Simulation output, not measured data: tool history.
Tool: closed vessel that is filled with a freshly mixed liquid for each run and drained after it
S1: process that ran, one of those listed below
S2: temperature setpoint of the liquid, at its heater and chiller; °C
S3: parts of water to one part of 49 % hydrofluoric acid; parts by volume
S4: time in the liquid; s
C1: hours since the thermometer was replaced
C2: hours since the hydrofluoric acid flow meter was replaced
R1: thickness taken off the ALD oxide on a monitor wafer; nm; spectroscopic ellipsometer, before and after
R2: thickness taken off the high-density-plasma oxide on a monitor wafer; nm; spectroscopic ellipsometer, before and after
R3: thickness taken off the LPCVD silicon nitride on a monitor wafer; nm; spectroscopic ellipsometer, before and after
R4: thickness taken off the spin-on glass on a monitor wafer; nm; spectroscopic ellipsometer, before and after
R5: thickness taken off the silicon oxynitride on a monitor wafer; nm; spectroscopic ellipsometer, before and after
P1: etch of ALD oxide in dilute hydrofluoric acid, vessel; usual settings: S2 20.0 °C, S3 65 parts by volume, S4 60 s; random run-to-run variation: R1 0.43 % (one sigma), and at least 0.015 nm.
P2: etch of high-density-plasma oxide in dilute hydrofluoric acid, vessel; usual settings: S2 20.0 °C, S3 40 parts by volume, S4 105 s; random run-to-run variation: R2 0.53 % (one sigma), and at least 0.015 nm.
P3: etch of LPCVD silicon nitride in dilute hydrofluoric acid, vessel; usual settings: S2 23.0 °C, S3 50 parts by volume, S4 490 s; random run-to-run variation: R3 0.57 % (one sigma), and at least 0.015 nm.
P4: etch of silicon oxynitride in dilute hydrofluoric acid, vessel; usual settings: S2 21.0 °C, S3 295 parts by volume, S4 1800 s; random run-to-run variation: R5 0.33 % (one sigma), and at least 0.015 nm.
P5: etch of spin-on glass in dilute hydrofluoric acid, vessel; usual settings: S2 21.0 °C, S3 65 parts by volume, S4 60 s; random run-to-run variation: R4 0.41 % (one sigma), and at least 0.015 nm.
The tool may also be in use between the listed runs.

run	hour	S1	S2	S3	S4	C1	C2	R1	R2	R3	R4	R5
1	8.4	P1	20.0	65	60	588.4	253.3	14.6360				
2	16.9	P2	20.0	55	105	596.9	261.8		8.7371			
3	26.4	P1	20.0	65	60	606.4	271.3	14.5730				
4	31.8	P1	20.0	65	60	611.8	276.7	14.6830				
5	41.6	P3	23.0	50	490	621.6	286.5			4.2878		
6	51.9	P1	20.0	65	60	631.9	296.8	14.7130				
7	60.9	P5	21.0	65	95	640.9	305.8				40.795	
8	70.3	P1	20.0	65	60	650.3	315.2	14.8480				
9	75.2	P1	20.0	65	120	655.2	320.1	29.6020				
10	83.3	P3	23.0	90	490	663.3	328.2			2.4193		
11	91.9	P5	26.5	65	60	671.9	336.8				31.985	
12	99.8	P4	17.0	295	1800	679.8	344.7					11.9740
13	108.6	P4	21.0	120	1800	688.6	353.5					39.3830
14	118.5	P3	29.5	50	490	698.5	363.4			6.6446		
15	123.5	P1	20.0	65	30	703.5	368.4	7.3510				
16	131.2	P1	20.0	65	60	711.2	376.1	14.7360				
# hour 131.7: thermometer replaced
17	140.0	P1	20.0	65	60	8.4	384.9	14.6830				
18	145.3	P3	23.0	50	490	13.7	390.2			4.3357		
19	150.2	P1	20.0	20	60	18.6	395.1	50.5460				
20	159.1	P1	20.0	95	60	27.5	404.0	9.6545				
21	164.1	P1	20.0	30	30	32.5	409.0	16.5410				
22	173.1	P4	21.0	295	1800	41.5	418.0					14.3360
23	179.4	P2	20.0	40	105	47.8	424.3		12.2010			
24	189.5	P5	21.0	65	60	57.9	434.4				25.736	
25	195.1	P2	28.0	40	105	63.5	440.0		16.8310			
26	201.0	P1	25.5	65	60	69.4	445.9	18.3600				
27	206.7	P4	21.0	295	805	75.1	451.6					6.4293
28	211.4	P5	21.0	25	60	79.8	456.3				70.257	
29	222.1	P1	17.0	65	60	90.5	467.0	12.9840				
30	227.1	P1	25.5	65	30	95.5	472.0	9.2358				
31	232.5	P2	20.0	40	105	100.9	477.4		12.1740			
32	242.3	P3	23.0	50	825	110.7	487.2			7.2747		
33	251.1	P2	20.0	40	30	119.5	496.0		3.4945			
34	259.1	P1	20.0	65	60	127.5	504.0	14.5940				
35	264.9	P1	20.0	65	60	133.3	509.8	14.3460				
36	272.1	P1	20.0	65	60	140.5	517.0	14.1100				
37	278.7	P1	20.0	65	60	147.1	523.6	14.0040				
38	287.9	P1	20.0	65	60	156.3	532.8	13.9230				
39	295.3	P1	20.0	65	60	163.7	540.2	13.9070				
40	301.2	P1	20.0	65	60	169.6	546.1	13.7110				

What P1 gives has crept away from where it was. These 2 causes fit the log equally well, each at the size given:
A: hydrofluoric acid flow below the setpoint (%) = 5.5
B: liquid colder than its thermometer reads (K) = 1.45
At approximately hour 259.1, the process output began to creep.

Below are 4 check runs, each averaged over 2 wafers, with their results shown as question marks. Which of them would give clearly different results depending on which cause is behind the drift?
check 1	307.1	P4	21.0	295	1800							?
check 2	307.1	P3	23.0	50	490					?		
check 3	307.1	P2	20.0	40	105				?			
check 4	307.1	P5	21.0	65	60						?	

Outcome of each check run for each possible cause:
check	result	if A	if B
check 1	R5	13.4200	13.4600
check 2	R3	4.0731	3.8988
check 3	R2	11.4540	11.4210
check 4	R4	24.171	24.177
Separation of the two closest causes in each check, using whichever result separates them best: check 1 0.29 %; check 2 4.38 %; check 3 0.29 %; check 4 0.03 %
Of the check runs offered, only check 2 discriminates between the causes; the rest would read about the same regardless of which cause applies.

Check 2 was then run and gave: R3 4.0416 nm. Which cause is it?

The correct cause is A, namely: hydrofluoric acid flow below the setpoint (%).
